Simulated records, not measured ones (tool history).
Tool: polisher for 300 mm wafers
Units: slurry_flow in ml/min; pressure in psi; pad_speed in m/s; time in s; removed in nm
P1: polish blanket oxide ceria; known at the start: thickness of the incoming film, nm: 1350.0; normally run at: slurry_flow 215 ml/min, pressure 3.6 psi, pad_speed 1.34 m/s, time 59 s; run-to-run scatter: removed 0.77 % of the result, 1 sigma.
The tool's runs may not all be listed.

run,day,slurry_flow,pressure,pad_speed,time,wafers polished on this pad,hours since the slurry nozzle was cleaned,hours since the head pressure was calibrated,removed
1,0.562,215,3.6,1.34,59,559,364.8,661.5,416.87
2,0.917,215,3.6,1.34,59,625,373.3,670.0,406.84
3,1.433,215,3.6,1.82,59,721,385.7,682.4,548.67
4,1.800,130,3.6,1.34,59,789,394.5,691.2,378.36
5,2.200,215,3.6,1.34,59,864,404.1,700.8,402.88
6,2.642,215,3.6,1.34,90,946,414.7,711.4,628.54
7,3.000,215,5.0,1.34,59,1013,423.3,720.0,572.06
8,3.517,215,3.6,1.34,40,1109,435.7,732.4,280.18
9,3.800,215,3.6,1.34,59,1162,442.5,739.2,415.42
10,4.262,215,1.6,1.34,59,1248,453.6,750.3,182.38
11,4.583,215,3.6,0.66,59,1307,461.3,758.0,203.82
12,5.067,325,3.6,1.34,59,1397,472.9,769.6,431.88
13,5.633,145,3.6,2.02,59,1503,486.5,783.2,584.14
14,6.158,215,3.6,1.34,59,1601,499.1,795.8,409.85
15,6.521,215,3.6,1.34,59,1668,507.8,804.5,411.21
16,6.838,215,3.6,1.34,59,1727,515.4,812.1,406.95
17,7.100,215,3.6,1.34,59,1776,521.7,818.4,403.53
18,7.475,215,3.6,1.34,59,1846,530.7,827.4,391.01
19,7.821,215,3.6,1.34,59,1910,539.0,835.7,390.29
20,8.146,215,3.6,1.34,59,1971,546.8,843.5,393.08
# day 8.412: worn pad replaced by a new one
21,8.683,215,3.6,1.34,59,51,559.7,856.4,388.08
22,9.088,215,3.6,1.34,59,126,569.4,866.1,386.68

What P1 gives has crept away from where it was. These 2 causes fit the log equally well, each at the size given:
A: head's pressure below its setpoint, % = 5.62
B: slurry flow missing at the pad, % = 32.1
The creep began at about day 6.838.
Why every other cause is out:
removal rate lost through wear of the pad, %: serviced at day 8.412, which brought nothing back

4 check runs are offered, each on 3 wafers whose results are averaged, their results left as question marks. Which one tells the causes apart?
check 1,9.492,215,3.6,0.86,59,,,,?
check 2,9.492,215,3.6,1.74,59,,,,?
check 3,9.492,215,4.6,1.80,59,,,,?
check 4,9.492,130,4.7,1.34,59,,,,?

What each check would give under each cause:
check,result,if A,if B
check 1,removed,248.80,248.76
check 2,removed,503.39,503.31
check 3,removed,665.40,665.29
check 4,removed,467.29,451.70
How far apart the two closest causes lie, in the result that separates them most: check 1 0.02 %; check 2 0.02 %; check 3 0.02 %; check 4 3.39 %
Check 4 tells the causes apart: in the others they would give nearly the same result.

Check 4 was then run and gave: removed 467.21 nm. Which cause is it?

It is A: head's pressure below its setpoint, %.
